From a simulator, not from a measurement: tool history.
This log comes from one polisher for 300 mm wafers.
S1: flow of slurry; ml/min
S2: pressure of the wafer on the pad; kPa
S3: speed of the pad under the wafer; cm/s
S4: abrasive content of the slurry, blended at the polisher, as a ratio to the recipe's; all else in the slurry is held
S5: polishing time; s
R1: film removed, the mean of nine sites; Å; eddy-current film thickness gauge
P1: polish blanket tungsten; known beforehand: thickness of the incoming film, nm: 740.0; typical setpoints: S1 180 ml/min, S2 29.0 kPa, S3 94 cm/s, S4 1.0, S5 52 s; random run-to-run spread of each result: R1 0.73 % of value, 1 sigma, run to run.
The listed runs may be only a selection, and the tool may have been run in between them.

run,hour,S1,S2,S3,S4,S5,R1
1,7.1,180,29.0,94,1.0,52,2411.0
2,15.2,180,37.9,94,1.0,52,3170.5
# hour 19.5: slurry tank refilled with fresh slurry and peroxide
3,22.7,180,29.0,94,1.0,52,2439.2
4,30.8,180,29.0,94,1.3,52,2594.0
5,35.7,180,29.0,94,1.0,52,2418.5
6,40.1,180,29.0,70,1.0,52,1799.2
7,44.2,180,29.0,138,1.0,52,3571.9
8,49.4,180,29.0,94,1.0,52,2405.9
9,56.8,180,29.0,94,1.0,82,3844.1
10,61.1,180,29.0,46,0.7,52,1082.9
11,68.9,180,29.0,94,1.0,52,2406.6
12,73.1,110,29.0,94,1.0,52,2194.7
13,78.1,180,29.0,94,1.0,25,1164.2
14,86.2,260,29.0,94,1.0,52,2545.0
15,90.0,180,17.9,94,1.0,52,1494.6
16,95.2,180,29.0,94,0.7,52,2229.3
17,101.5,180,29.0,94,1.0,52,2419.6
18,109.6,180,29.0,94,1.0,52,2399.3
19,114.8,180,29.0,94,1.0,52,2404.6
20,120.9,180,29.0,94,1.0,52,2330.8
21,126.9,180,29.0,94,1.0,52,2284.2
22,130.9,180,29.0,94,1.0,52,2265.2
# hour 133.4: worn pad replaced by a new one
23,139.2,180,29.0,94,1.0,52,2260.6
# hour 139.9: slurry tank refilled with fresh slurry and peroxide
# hour 144.3: slurry blender recalibrated
24,146.4,180,29.0,94,1.0,52,2245.2
25,154.2,180,29.0,94,1.0,52,2247.6

What P1 gives has crept away from where it was. These 2 causes fit the log equally well, each at the size given:
A: slurry flow missing at the pad, % = 36.1
B: head's pressure below its setpoint, % = 7.75
The process output started creeping at around hour 114.8.
Every other cause this tool's parts could produce, and why it does not fit the log:
removal rate lost through wear of the pad, %: serviced at hour 133.4, after the drift had started, without restoring the earlier output
abrasive missing from the slurry, %: serviced at hour 144.3, after the drift had started, without restoring the earlier output
peroxide lost from the slurry, %: serviced at hour 139.9, after the drift had started, without restoring the earlier output

The 4 check runs listed below each average the results of 3 wafers, and their outcomes are marked with question marks. Under which run would the listed causes produce clearly different results?
check 1,162.0,180,29.0,94,1.3,27,?
check 2,162.0,125,29.0,94,0.8,52,?
check 3,162.0,180,19.3,94,1.0,52,?
check 4,162.0,180,21.4,94,1.0,52,?

Outcome of each check run for each possible cause:
check,result,if A,if B
check 1,R1,1233.5,1233.4
check 2,R1,1927.0,1988.0
check 3,R1,1487.3,1487.2
check 4,R1,1646.7,1646.5
Smallest distance between any two causes, each pair judged by its most separating result, in per cent: check 1 0.01 %; check 2 3.11 %; check 3 0.01 %; check 4 0.01 %
The causes can be told apart only by check 2. The other checks would give nearly the same results under each of them.

Check 2 has now been run. It gave: R1 1925.1 Å. Which of the candidate causes is it?

Of the candidate causes, it is A: slurry flow missing at the pad, %.

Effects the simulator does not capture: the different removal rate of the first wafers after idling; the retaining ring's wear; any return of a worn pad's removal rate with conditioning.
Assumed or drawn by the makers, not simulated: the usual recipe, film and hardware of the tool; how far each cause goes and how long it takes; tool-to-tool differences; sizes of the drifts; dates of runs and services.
